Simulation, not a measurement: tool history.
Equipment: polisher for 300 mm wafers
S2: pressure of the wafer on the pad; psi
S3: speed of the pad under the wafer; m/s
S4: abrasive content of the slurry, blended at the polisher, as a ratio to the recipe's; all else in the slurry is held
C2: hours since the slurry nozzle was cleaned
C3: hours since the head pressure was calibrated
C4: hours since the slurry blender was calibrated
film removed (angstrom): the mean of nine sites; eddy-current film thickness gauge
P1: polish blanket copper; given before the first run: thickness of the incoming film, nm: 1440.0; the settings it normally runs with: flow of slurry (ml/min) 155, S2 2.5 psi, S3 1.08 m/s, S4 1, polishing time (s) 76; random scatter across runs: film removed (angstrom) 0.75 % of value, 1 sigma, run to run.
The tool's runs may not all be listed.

{"run": 1, "hour": 7.8, "flow of slurry (ml/min)": 155, "S2": 2.5, "S3": 1.08, "S4": 1, "polishing time (s)": 76, "wafers polished on this pad": 257, "C2": 510.4, "C3": 235.9, "C4": 322.4, "film removed (angstrom)": 1842.9}
{"run": 2, "hour": 16.4, "flow of slurry (ml/min)": 155, "S2": 2.5, "S3": 1.08, "S4": 1.5, "polishing time (s)": 76, "wafers polished on this pad": 309, "C2": 519, "C3": 244.5, "C4": 331, "film removed (angstrom)": 2030.8}
{"run": 3, "hour": 30.7, "flow of slurry (ml/min)": 155, "S2": 2.5, "S3": 0.54, "S4": 1, "polishing time (s)": 99, "wafers polished on this pad": 394, "C2": 533.3, "C3": 258.8, "C4": 345.3, "film removed (angstrom)": 1187.1}
{"run": 4, "hour": 41.7, "flow of slurry (ml/min)": 245, "S2": 2.5, "S3": 1.08, "S4": 1, "polishing time (s)": 76, "wafers polished on this pad": 459, "C2": 544.3, "C3": 269.8, "C4": 356.3, "film removed (angstrom)": 1984.5}
{"run": 5, "hour": 54.2, "flow of slurry (ml/min)": 155, "S2": 3.7, "S3": 1.08, "S4": 1, "polishing time (s)": 76, "wafers polished on this pad": 534, "C2": 556.8, "C3": 282.3, "C4": 368.8, "film removed (angstrom)": 2798.1}
{"hour": 57.6, "done": "head pressure recalibrated"}
{"run": 6, "hour": 66.0, "flow of slurry (ml/min)": 155, "S2": 2.5, "S3": 1.08, "S4": 0.75, "polishing time (s)": 76, "wafers polished on this pad": 604, "C2": 568.6, "C3": 8.5, "C4": 380.6, "film removed (angstrom)": 1749.8}
{"run": 7, "hour": 79.6, "flow of slurry (ml/min)": 155, "S2": 2.5, "S3": 1.08, "S4": 0.6, "polishing time (s)": 50, "wafers polished on this pad": 685, "C2": 582.2, "C3": 22.1, "C4": 394.2, "film removed (angstrom)": 1087.8}
{"run": 8, "hour": 94.2, "flow of slurry (ml/min)": 155, "S2": 2.5, "S3": 1.08, "S4": 1, "polishing time (s)": 76, "wafers polished on this pad": 772, "C2": 596.8, "C3": 36.7, "C4": 408.8, "film removed (angstrom)": 1852.8}
{"run": 9, "hour": 105.7, "flow of slurry (ml/min)": 155, "S2": 2.5, "S3": 1.08, "S4": 1, "polishing time (s)": 76, "wafers polished on this pad": 841, "C2": 608.3, "C3": 48.2, "C4": 420.3, "film removed (angstrom)": 1872.3}
{"run": 10, "hour": 120.4, "flow of slurry (ml/min)": 155, "S2": 2.5, "S3": 1.08, "S4": 1, "polishing time (s)": 76, "wafers polished on this pad": 928, "C2": 623, "C3": 62.9, "C4": 435, "film removed (angstrom)": 1837.6}
{"run": 11, "hour": 132.3, "flow of slurry (ml/min)": 95, "S2": 2.5, "S3": 1.08, "S4": 1, "polishing time (s)": 76, "wafers polished on this pad": 999, "C2": 634.9, "C3": 74.8, "C4": 446.9, "film removed (angstrom)": 1700.8}
{"run": 12, "hour": 144.5, "flow of slurry (ml/min)": 155, "S2": 3.9, "S3": 1.08, "S4": 1, "polishing time (s)": 100, "wafers polished on this pad": 1072, "C2": 647.1, "C3": 87, "C4": 459.1, "film removed (angstrom)": 3849.1}
{"run": 13, "hour": 155.6, "flow of slurry (ml/min)": 155, "S2": 2.5, "S3": 0.68, "S4": 1, "polishing time (s)": 76, "wafers polished on this pad": 1138, "C2": 658.2, "C3": 98.1, "C4": 470.2, "film removed (angstrom)": 1171.4}
{"run": 14, "hour": 162.7, "flow of slurry (ml/min)": 155, "S2": 2.5, "S3": 1.08, "S4": 1, "polishing time (s)": 97, "wafers polished on this pad": 1180, "C2": 665.3, "C3": 105.2, "C4": 477.3, "film removed (angstrom)": 2350.4}
{"run": 15, "hour": 176.4, "flow of slurry (ml/min)": 155, "S2": 2.5, "S3": 1.08, "S4": 1, "polishing time (s)": 35, "wafers polished on this pad": 1262, "C2": 679, "C3": 118.9, "C4": 491, "film removed (angstrom)": 845.94}
{"run": 16, "hour": 188.2, "flow of slurry (ml/min)": 155, "S2": 1.1, "S3": 1.08, "S4": 1, "polishing time (s)": 76, "wafers polished on this pad": 1332, "C2": 690.8, "C3": 130.7, "C4": 502.8, "film removed (angstrom)": 824.01}
{"run": 17, "hour": 202.1, "flow of slurry (ml/min)": 155, "S2": 2.5, "S3": 1.62, "S4": 1, "polishing time (s)": 76, "wafers polished on this pad": 1415, "C2": 704.7, "C3": 144.6, "C4": 516.7, "film removed (angstrom)": 2781}
{"run": 18, "hour": 214.0, "flow of slurry (ml/min)": 155, "S2": 2.5, "S3": 1.08, "S4": 1, "polishing time (s)": 76, "wafers polished on this pad": 1486, "C2": 716.6, "C3": 156.5, "C4": 528.6, "film removed (angstrom)": 1869.7}
{"run": 19, "hour": 225.4, "flow of slurry (ml/min)": 155, "S2": 2.5, "S3": 1.08, "S4": 1, "polishing time (s)": 76, "wafers polished on this pad": 1554, "C2": 728, "C3": 167.9, "C4": 540, "film removed (angstrom)": 1847.9}
{"run": 20, "hour": 234.9, "flow of slurry (ml/min)": 155, "S2": 2.5, "S3": 1.08, "S4": 1, "polishing time (s)": 76, "wafers polished on this pad": 1611, "C2": 737.5, "C3": 177.4, "C4": 549.5, "film removed (angstrom)": 1810.5}
{"run": 21, "hour": 247.9, "flow of slurry (ml/min)": 155, "S2": 2.5, "S3": 1.08, "S4": 1, "polishing time (s)": 76, "wafers polished on this pad": 1688, "C2": 750.5, "C3": 190.4, "C4": 562.5, "film removed (angstrom)": 1750.8}
{"run": 22, "hour": 260.5, "flow of slurry (ml/min)": 155, "S2": 2.5, "S3": 1.08, "S4": 1, "polishing time (s)": 76, "wafers polished on this pad": 1763, "C2": 763.1, "C3": 203, "C4": 575.1, "film removed (angstrom)": 1728.7}
{"run": 23, "hour": 272.3, "flow of slurry (ml/min)": 155, "S2": 2.5, "S3": 1.08, "S4": 1, "polishing time (s)": 76, "wafers polished on this pad": 1834, "C2": 774.9, "C3": 214.8, "C4": 586.9, "film removed (angstrom)": 1717.7}
{"run": 24, "hour": 281.1, "flow of slurry (ml/min)": 155, "S2": 2.5, "S3": 1.08, "S4": 1, "polishing time (s)": 76, "wafers polished on this pad": 1886, "C2": 783.7, "C3": 223.6, "C4": 595.7, "film removed (angstrom)": 1711.2}
{"hour": 291.3, "done": "slurry blender recalibrated"}
{"hour": 294.2, "done": "head pressure recalibrated"}
{"run": 25, "hour": 295.8, "flow of slurry (ml/min)": 155, "S2": 2.5, "S3": 1.08, "S4": 1, "polishing time (s)": 76, "wafers polished on this pad": 1974, "C2": 798.4, "C3": 1.6, "C4": 4.5, "film removed (angstrom)": 1664.1}
{"run": 26, "hour": 306.1, "flow of slurry (ml/min)": 155, "S2": 2.5, "S3": 1.08, "S4": 1, "polishing time (s)": 76, "wafers polished on this pad": 2035, "C2": 808.7, "C3": 11.9, "C4": 14.8, "film removed (angstrom)": 1671.3}
{"run": 27, "hour": 315.1, "flow of slurry (ml/min)": 155, "S2": 2.5, "S3": 1.08, "S4": 1, "polishing time (s)": 76, "wafers polished on this pad": 2089, "C2": 817.7, "C3": 20.9, "C4": 23.8, "film removed (angstrom)": 1673.6}
{"run": 28, "hour": 329.9, "flow of slurry (ml/min)": 155, "S2": 2.5, "S3": 1.08, "S4": 1, "polishing time (s)": 76, "wafers polished on this pad": 2177, "C2": 832.5, "C3": 35.7, "C4": 38.6, "film removed (angstrom)": 1685.6}
{"run": 29, "hour": 344.3, "flow of slurry (ml/min)": 155, "S2": 2.5, "S3": 1.08, "S4": 1, "polishing time (s)": 76, "wafers polished on this pad": 2263, "C2": 846.9, "C3": 50.1, "C4": 53, "film removed (angstrom)": 1669.4}

What P1 gives has crept away from where it was. These 2 causes fit the log equally well, each at the size given:
A: removal rate lost through wear of the pad, % = 10
B: slurry flow missing at the pad, % = 39.1
The drift started at roughly hour 225.4.
Each remaining cause and why it is not a fit:
head's pressure below its setpoint, %: serviced after onset, at hour 294.2, with no recovery of the prior output
abrasive missing from the slurry, %: serviced after onset, at hour 291.3, with no recovery of the prior output

Which of the check runs below tells the causes apart, meaning the causes would give it clearly different results? Each run uses 3 wafers whose results are averaged, and each result is shown as a question mark.
{"run": "check 1", "hour": 358.7, "flow of slurry (ml/min)": 155, "S2": 1.5, "S3": 1.08, "S4": 1.35, "polishing time (s)": 76, "film removed (angstrom)": "?"}
{"run": "check 2", "hour": 358.7, "flow of slurry (ml/min)": 230, "S2": 2.5, "S3": 1.08, "S4": 1, "polishing time (s)": 76, "film removed (angstrom)": "?"}
{"run": "check 3", "hour": 358.7, "flow of slurry (ml/min)": 155, "S2": 3.5, "S3": 1.08, "S4": 1.4, "polishing time (s)": 76, "film removed (angstrom)": "?"}
{"run": "check 4", "hour": 358.7, "flow of slurry (ml/min)": 155, "S2": 2.5, "S3": 1.4, "S4": 1.5, "polishing time (s)": 76, "film removed (angstrom)": "?"}

What each check would give under each cause:
check=check_1 result=film_removed_(angstrom) if_A=1071.8 if_B=1071.4
check=check_2 result=film_removed_(angstrom) if_A=1769 if_B=1826.1
check=check_3 result=film_removed_(angstrom) if_A=2521.2 if_B=2520.3
check=check_4 result=film_removed_(angstrom) if_A=2370.7 if_B=2369.9
Gap, in per cent, between the two causes that each check separates least, read from the result that separates them most: check 1 0.03 %; check 2 3.18 %; check 3 0.03 %; check 4 0.03 %
Check 2 distinguishes between the causes, while the remaining checks would return nearly the same result for all of them.

Check 2 has now been run. It gave: film removed (angstrom) 1774.8. Which of the candidate causes is it?

It is A: removal rate lost through wear of the pad, %.

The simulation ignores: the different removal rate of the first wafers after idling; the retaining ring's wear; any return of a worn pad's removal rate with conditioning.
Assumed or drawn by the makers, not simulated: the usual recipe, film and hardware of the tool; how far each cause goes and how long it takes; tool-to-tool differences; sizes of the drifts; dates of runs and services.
